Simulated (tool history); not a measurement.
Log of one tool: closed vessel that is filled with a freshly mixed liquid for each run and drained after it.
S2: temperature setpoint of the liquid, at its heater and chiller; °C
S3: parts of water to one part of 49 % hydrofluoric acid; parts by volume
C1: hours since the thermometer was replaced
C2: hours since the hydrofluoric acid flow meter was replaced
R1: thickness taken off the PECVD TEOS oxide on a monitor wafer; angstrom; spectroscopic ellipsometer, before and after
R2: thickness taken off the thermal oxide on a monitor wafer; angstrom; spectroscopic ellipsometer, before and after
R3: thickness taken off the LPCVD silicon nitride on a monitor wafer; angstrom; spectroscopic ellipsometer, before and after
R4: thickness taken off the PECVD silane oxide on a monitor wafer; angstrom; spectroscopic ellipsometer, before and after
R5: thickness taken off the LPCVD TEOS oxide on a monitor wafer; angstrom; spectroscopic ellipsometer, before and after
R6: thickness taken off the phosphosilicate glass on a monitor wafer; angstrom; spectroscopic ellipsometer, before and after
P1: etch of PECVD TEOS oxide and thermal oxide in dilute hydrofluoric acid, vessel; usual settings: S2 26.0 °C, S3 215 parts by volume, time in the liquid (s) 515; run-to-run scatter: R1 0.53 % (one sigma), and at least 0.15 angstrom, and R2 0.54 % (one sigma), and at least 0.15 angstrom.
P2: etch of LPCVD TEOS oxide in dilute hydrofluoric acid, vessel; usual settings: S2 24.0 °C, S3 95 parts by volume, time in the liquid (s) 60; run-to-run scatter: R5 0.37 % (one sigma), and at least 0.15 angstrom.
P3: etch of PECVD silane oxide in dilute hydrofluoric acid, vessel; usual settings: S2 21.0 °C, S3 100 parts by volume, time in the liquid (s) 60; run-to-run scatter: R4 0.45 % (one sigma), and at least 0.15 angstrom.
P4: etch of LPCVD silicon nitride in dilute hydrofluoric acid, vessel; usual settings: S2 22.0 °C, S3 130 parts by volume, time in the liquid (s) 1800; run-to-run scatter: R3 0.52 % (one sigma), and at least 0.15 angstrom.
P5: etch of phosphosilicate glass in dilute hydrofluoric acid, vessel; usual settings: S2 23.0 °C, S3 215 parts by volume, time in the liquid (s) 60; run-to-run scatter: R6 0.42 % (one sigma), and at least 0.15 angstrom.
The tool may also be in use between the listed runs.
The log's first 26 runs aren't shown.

{"run": 27, "hour": 370.4, "process that ran": "P1", "S2": 26.0, "S3": 215, "time in the liquid (s)": 515, "C1": 2131.5, "C2": 708.1, "R1": 204.95, "R2": 111.05}
{"run": 28, "hour": 385.0, "process that ran": "P4", "S2": 22.0, "S3": 130, "time in the liquid (s)": 3350, "C1": 2146.1, "C2": 722.7, "R3": 88.698}
{"run": 29, "hour": 400.2, "process that ran": "P4", "S2": 17.0, "S3": 130, "time in the liquid (s)": 1800, "C1": 2161.3, "C2": 737.9, "R3": 33.944}
{"run": 30, "hour": 415.0, "process that ran": "P1", "S2": 26.0, "S3": 125, "time in the liquid (s)": 515, "C1": 2176.1, "C2": 752.7, "R1": 391.98, "R2": 212.33}
{"run": 31, "hour": 429.2, "process that ran": "P1", "S2": 26.0, "S3": 215, "time in the liquid (s)": 250, "C1": 2190.3, "C2": 766.9, "R1": 100.36, "R2": 53.516}
{"run": 32, "hour": 442.7, "process that ran": "P1", "S2": 26.0, "S3": 215, "time in the liquid (s)": 845, "C1": 2203.8, "C2": 780.4, "R1": 336.59, "R2": 181.98}
{"run": 33, "hour": 459.7, "process that ran": "P1", "S2": 26.0, "S3": 215, "time in the liquid (s)": 515, "C1": 2220.8, "C2": 797.4, "R1": 205.59, "R2": 110.68}
{"run": 34, "hour": 478.3, "process that ran": "P1", "S2": 26.0, "S3": 215, "time in the liquid (s)": 515, "C1": 2239.4, "C2": 816.0, "R1": 214.76, "R2": 115.02}
{"run": 35, "hour": 488.8, "process that ran": "P1", "S2": 26.0, "S3": 215, "time in the liquid (s)": 515, "C1": 2249.9, "C2": 826.5, "R1": 215.29, "R2": 115.75}
{"run": 36, "hour": 507.6, "process that ran": "P1", "S2": 26.0, "S3": 215, "time in the liquid (s)": 515, "C1": 2268.7, "C2": 845.3, "R1": 214.94, "R2": 117.99}
{"run": 37, "hour": 522.7, "process that ran": "P1", "S2": 26.0, "S3": 215, "time in the liquid (s)": 515, "C1": 2283.8, "C2": 860.4, "R1": 217.28, "R2": 117.01}

Run 38 comes next. What will it give?
{"run": 38, "hour": 532.5, "process that ran": "P1", "S2": 26.0, "S3": 215, "time in the liquid (s)": 515, "C1": 2293.6, "C2": 870.2, "R1": "?", "R2": "?"}

Run 38 gave R1 218.86 angstrom, R2 117.030 angstrom.
